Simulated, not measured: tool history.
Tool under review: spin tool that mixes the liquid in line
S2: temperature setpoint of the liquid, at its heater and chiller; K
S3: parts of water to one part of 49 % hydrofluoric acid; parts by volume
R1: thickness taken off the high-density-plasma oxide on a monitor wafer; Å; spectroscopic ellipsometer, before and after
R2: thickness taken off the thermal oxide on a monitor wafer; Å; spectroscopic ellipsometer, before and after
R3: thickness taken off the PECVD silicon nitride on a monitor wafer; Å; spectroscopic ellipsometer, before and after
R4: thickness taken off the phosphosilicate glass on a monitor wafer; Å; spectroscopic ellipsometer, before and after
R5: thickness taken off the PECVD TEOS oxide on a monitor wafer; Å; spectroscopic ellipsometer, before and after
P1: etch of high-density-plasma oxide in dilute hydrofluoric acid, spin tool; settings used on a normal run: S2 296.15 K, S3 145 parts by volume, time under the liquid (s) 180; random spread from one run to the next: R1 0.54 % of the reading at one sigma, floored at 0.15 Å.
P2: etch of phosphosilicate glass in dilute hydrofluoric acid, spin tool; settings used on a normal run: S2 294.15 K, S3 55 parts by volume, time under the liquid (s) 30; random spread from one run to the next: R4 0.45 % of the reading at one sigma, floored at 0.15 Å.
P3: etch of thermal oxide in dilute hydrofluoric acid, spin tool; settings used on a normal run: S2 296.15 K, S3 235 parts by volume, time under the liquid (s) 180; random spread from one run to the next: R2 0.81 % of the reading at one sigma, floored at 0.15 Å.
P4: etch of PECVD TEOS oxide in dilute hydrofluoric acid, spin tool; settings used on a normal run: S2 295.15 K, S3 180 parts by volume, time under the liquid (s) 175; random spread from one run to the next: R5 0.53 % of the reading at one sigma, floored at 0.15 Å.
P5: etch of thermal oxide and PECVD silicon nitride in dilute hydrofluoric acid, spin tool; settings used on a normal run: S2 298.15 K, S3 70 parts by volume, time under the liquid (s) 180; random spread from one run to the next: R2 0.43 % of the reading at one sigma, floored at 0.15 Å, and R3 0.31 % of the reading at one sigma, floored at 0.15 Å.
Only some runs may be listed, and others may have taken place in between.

{"run": 1, "hour": 16.3, "process that ran": "P1", "S2": 296.15, "S3": 145, "time under the liquid (s)": 180, "R1": 56.598}
{"run": 2, "hour": 33.1, "process that ran": "P5", "S2": 298.15, "S3": 70, "time under the liquid (s)": 20, "R2": 13.671, "R3": 10.016}
{"run": 3, "hour": 46.1, "process that ran": "P2", "S2": 294.15, "S3": 20, "time under the liquid (s)": 30, "R4": 1677.5}
{"run": 4, "hour": 58.0, "process that ran": "P4", "S2": 295.15, "S3": 90, "time under the liquid (s)": 175, "R5": 218.77}
{"run": 5, "hour": 65.7, "process that ran": "P1", "S2": 296.15, "S3": 145, "time under the liquid (s)": 180, "R1": 56.315}
{"run": 6, "hour": 81.7, "process that ran": "P1", "S2": 296.15, "S3": 145, "time under the liquid (s)": 180, "R1": 56.692}
{"run": 7, "hour": 95.3, "process that ran": "P1", "S2": 296.15, "S3": 145, "time under the liquid (s)": 180, "R1": 56.559}
{"run": 8, "hour": 111.5, "process that ran": "P1", "S2": 304.15, "S3": 145, "time under the liquid (s)": 180, "R1": 75.866}
{"run": 9, "hour": 126.9, "process that ran": "P4", "S2": 295.15, "S3": 180, "time under the liquid (s)": 175, "R5": 99.509}
{"run": 10, "hour": 137.1, "process that ran": "P3", "S2": 302.15, "S3": 235, "time under the liquid (s)": 180, "R2": 37.321}
{"run": 11, "hour": 152.6, "process that ran": "P2", "S2": 294.15, "S3": 55, "time under the liquid (s)": 30, "R4": 582.94}
{"run": 12, "hour": 163.1, "process that ran": "P1", "S2": 296.15, "S3": 50, "time under the liquid (s)": 285, "R1": 288.11}
{"run": 13, "hour": 178.3, "process that ran": "P2", "S2": 294.15, "S3": 55, "time under the liquid (s)": 60, "R4": 1177.8}
{"run": 14, "hour": 191.4, "process that ran": "P1", "S2": 296.15, "S3": 145, "time under the liquid (s)": 305, "R1": 95.165}
{"run": 15, "hour": 206.8, "process that ran": "P1", "S2": 296.15, "S3": 145, "time under the liquid (s)": 180, "R1": 55.915}
{"run": 16, "hour": 220.3, "process that ran": "P1", "S2": 296.15, "S3": 145, "time under the liquid (s)": 15, "R1": 4.6315}
{"run": 17, "hour": 227.7, "process that ran": "P1", "S2": 296.15, "S3": 55, "time under the liquid (s)": 180, "R1": 164.26}
{"run": 18, "hour": 244.6, "process that ran": "P4", "S2": 295.15, "S3": 180, "time under the liquid (s)": 345, "R5": 195.43}
{"run": 19, "hour": 252.8, "process that ran": "P1", "S2": 296.15, "S3": 250, "time under the liquid (s)": 180, "R1": 29.456}
{"run": 20, "hour": 269.8, "process that ran": "P3", "S2": 296.15, "S3": 370, "time under the liquid (s)": 180, "R2": 17.03}
{"run": 21, "hour": 286.8, "process that ran": "P2", "S2": 300.15, "S3": 55, "time under the liquid (s)": 30, "R4": 750.96}
{"run": 22, "hour": 300.6, "process that ran": "P5", "S2": 298.15, "S3": 20, "time under the liquid (s)": 180, "R2": 464.34, "R3": 299.25}
{"run": 23, "hour": 314.6, "process that ran": "P5", "S2": 298.15, "S3": 70, "time under the liquid (s)": 180, "R2": 123.01, "R3": 88.065}
{"run": 24, "hour": 327.0, "process that ran": "P1", "S2": 296.15, "S3": 215, "time under the liquid (s)": 250, "R1": 49.402}
{"run": 25, "hour": 341.8, "process that ran": "P4", "S2": 301.65, "S3": 180, "time under the liquid (s)": 175, "R5": 125.9}
{"run": 26, "hour": 353.8, "process that ran": "P5", "S2": 298.15, "S3": 70, "time under the liquid (s)": 180, "R2": 123.83, "R3": 88.341}
{"run": 27, "hour": 367.4, "process that ran": "P3", "S2": 296.15, "S3": 235, "time under the liquid (s)": 180, "R2": 30.849}
{"run": 28, "hour": 375.1, "process that ran": "P2", "S2": 294.15, "S3": 55, "time under the liquid (s)": 30, "R4": 587.23}
{"run": 29, "hour": 391.6, "process that ran": "P1", "S2": 290.15, "S3": 145, "time under the liquid (s)": 180, "R1": 43.77}
{"run": 30, "hour": 403.8, "process that ran": "P3", "S2": 296.15, "S3": 235, "time under the liquid (s)": 180, "R2": 30.185}
{"run": 31, "hour": 413.0, "process that ran": "P1", "S2": 296.15, "S3": 145, "time under the liquid (s)": 180, "R1": 56.067}
{"run": 32, "hour": 423.2, "process that ran": "P5", "S2": 304.15, "S3": 70, "time under the liquid (s)": 180, "R2": 156.26, "R3": 130.5}
{"run": 33, "hour": 437.0, "process that ran": "P1", "S2": 296.15, "S3": 145, "time under the liquid (s)": 180, "R1": 55.992}
{"run": 34, "hour": 446.3, "process that ran": "P4", "S2": 295.15, "S3": 180, "time under the liquid (s)": 175, "R5": 99.865}
{"run": 35, "hour": 455.1, "process that ran": "P3", "S2": 296.15, "S3": 235, "time under the liquid (s)": 330, "R2": 55.687}
{"run": 36, "hour": 465.9, "process that ran": "P1", "S2": 296.15, "S3": 145, "time under the liquid (s)": 180, "R1": 56.56}

Run 37 has not been measured yet. What should we expect?
{"run": 37, "hour": 480.0, "process that ran": "P1", "S2": 296.15, "S3": 145, "time under the liquid (s)": 180, "R1": "?"}

R1: 55.112 Å
